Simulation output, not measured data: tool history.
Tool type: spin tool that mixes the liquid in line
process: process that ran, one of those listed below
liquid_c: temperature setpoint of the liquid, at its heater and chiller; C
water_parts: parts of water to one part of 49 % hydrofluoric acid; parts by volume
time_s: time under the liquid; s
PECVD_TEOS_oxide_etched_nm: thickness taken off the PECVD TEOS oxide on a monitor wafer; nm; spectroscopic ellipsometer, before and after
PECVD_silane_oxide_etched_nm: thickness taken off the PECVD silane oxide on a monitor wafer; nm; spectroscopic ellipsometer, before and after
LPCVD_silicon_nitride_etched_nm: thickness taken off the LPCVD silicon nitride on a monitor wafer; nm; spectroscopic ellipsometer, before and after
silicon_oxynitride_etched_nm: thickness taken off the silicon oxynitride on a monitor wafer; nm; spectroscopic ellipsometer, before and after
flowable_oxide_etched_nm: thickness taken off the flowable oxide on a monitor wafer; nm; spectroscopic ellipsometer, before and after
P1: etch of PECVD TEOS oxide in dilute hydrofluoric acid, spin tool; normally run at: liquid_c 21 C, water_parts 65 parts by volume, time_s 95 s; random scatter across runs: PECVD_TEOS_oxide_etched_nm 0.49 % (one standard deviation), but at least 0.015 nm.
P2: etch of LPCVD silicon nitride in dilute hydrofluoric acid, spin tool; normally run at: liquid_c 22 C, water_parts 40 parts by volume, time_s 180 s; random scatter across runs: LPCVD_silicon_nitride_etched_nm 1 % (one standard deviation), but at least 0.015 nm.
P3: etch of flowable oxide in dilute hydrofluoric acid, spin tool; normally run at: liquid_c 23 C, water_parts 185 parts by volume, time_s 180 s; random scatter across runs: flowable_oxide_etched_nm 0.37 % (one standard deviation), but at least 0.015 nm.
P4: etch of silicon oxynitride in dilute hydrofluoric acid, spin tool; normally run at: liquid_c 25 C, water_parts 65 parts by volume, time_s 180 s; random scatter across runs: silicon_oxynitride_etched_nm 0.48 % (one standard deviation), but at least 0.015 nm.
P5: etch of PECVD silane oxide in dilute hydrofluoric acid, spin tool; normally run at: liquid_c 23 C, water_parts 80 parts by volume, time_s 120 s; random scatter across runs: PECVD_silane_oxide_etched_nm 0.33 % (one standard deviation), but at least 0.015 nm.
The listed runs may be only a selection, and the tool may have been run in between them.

run	day	process	liquid_c	water_parts	time_s	hours since the thermometer was replaced	hours since the hydrofluoric acid flow meter was replaced	PECVD_TEOS_oxide_etched_nm	PECVD_silane_oxide_etched_nm	LPCVD_silicon_nitride_etched_nm	silicon_oxynitride_etched_nm	flowable_oxide_etched_nm
1	0.225	P1	21	65	95	1277.2	1000.8	17.258				
2	0.45	P5	23	80	120	1282.6	1006.2		59.444			
3	0.717	P2	22	40	180	1289	1012.6			1.994		
4	0.925	P1	21	65	95	1294	1017.6	17.424				
5	1.171	P1	17	65	60	1299.9	1023.5	9.2187				
6	1.362	P4	25	65	180	1304.5	1028.1				12.281	
7	1.633	P3	23	185	180	1311	1034.6					20.928
8	2.042	P1	17	65	95	1320.8	1044.4	14.778				
9	2.421	P2	22	70	180	1329.9	1053.5			1.1486		
10	2.675	P1	21	25	95	1336	1059.6	47.475				
11	2.921	P1	21	65	95	1341.9	1065.5	17.426				
12	3.242	P4	25	100	180	1349.6	1073.2				7.7029	
13	3.567	P1	24.5	85	95	1357.4	1081	15.017				
14	3.921	P4	25	65	15	1365.9	1089.5				1.032	
15	4.212	P5	17	80	120	1372.9	1096.5		46.301			
16	4.517	P1	21	65	95	1380.2	1103.8	17.459				
17	4.858	P2	22	40	180	1388.4	1112			1.9696		
18	5.046	P1	27.5	65	95	1392.9	1116.5	22.649				
19	5.458	P1	21	65	35	1402.8	1126.4	6.3679				
20	5.762	P5	23	120	120	1410.1	1133.7		37.577			
21	6.033	P3	23	185	15	1416.6	1140.2					1.7361
22	6.333	P1	21	65	95	1423.8	1147.4	17.429				
23	6.738	P3	29	185	180	1433.5	1157.1					26.091
24	7.092	P4	17	65	180	1442	1165.6				8.2253	
25	7.412	P1	21	65	95	1449.7	1173.3	17.558				
26	7.771	P2	22	40	280	1458.3	1181.9			3.1038		
27	8.029	P1	21	65	165	1464.5	1188.1	30.286				
28	8.283	P3	23	105	180	1470.6	1194.2					40.197
29	8.538	P3	23	185	180	1476.7	1200.3					20.963
30	8.858	P2	17	40	180	1484.4	1208			1.4004		
31	9.05	P1	21	110	95	1489	1212.6	9.8052				
32	9.308	P5	23	80	185	1495.2	1218.8		90.929			
33	9.567	P4	25	65	180	1501.4	1225				12.19	
34	9.842	P1	21	20	140	1508	1231.6	87.827				
35	10.179	P1	21	65	95	1516.1	1239.7	17.338				
36	10.488	P1	21	65	95	1523.5	1247.1	17.379				
37	10.758	P1	21	65	95	1530	1253.6	17.751				
38	11.146	P1	21	65	95	1539.3	1262.9	18.336				
39	11.433	P1	21	65	95	1546.2	1269.8	18.66				
40	11.725	P1	21	65	95	1553.2	1276.8	18.668				
41	11.958	P1	21	65	95	1558.8	1282.4	18.69				
42	12.288	P1	21	65	95	1566.7	1290.3	18.699				
43	12.608	P1	21	65	95	1574.4	1298	18.629				
44	12.917	P1	21	65	95	1581.8	1305.4	18.663				

What P1 gives has crept away from where it was. These 2 causes fit the log equally well, each at the size given:
A: liquid hotter than its thermometer reads (K) = 1.76
B: hydrofluoric acid flow above the setpoint (%) = 6.97
Onset of the creep was near day 10.488.

Which of the 4 check runs listed below, each an average over 3 wafers with its results shown as question marks, gives clearly different results under the different listed causes?
check 1	13.225	P3	23	115	15							?
check 2	13.225	P2	22	40	255					?		
check 3	13.225	P5	23	80	185				?			
check 4	13.225	P4	25	95	35						?	

If the cause were each of the candidates in turn, the checks would give the following:
check	result	if A	if B
check 1	flowable_oxide_etched_nm	3.2525	3.2758
check 2	LPCVD_silicon_nitride_etched_nm	3.1762	3.0069
check 3	PECVD_silane_oxide_etched_nm	98.267	98.56
check 4	silicon_oxynitride_etched_nm	1.7237	1.7077
Gap, in per cent, between the two causes that each check separates least, read from the result that separates them most: check 1 0.71 %; check 2 5.48 %; check 3 0.3 %; check 4 0.93 %
Of the check runs offered, only check 2 discriminates between the causes; the rest would read about the same regardless of which cause applies.

After running check 2, the following was obtained: LPCVD_silicon_nitride_etched_nm 3.0385 nm. Which cause does this point to?

Of the candidate causes, it is B: hydrofluoric acid flow above the setpoint (%).

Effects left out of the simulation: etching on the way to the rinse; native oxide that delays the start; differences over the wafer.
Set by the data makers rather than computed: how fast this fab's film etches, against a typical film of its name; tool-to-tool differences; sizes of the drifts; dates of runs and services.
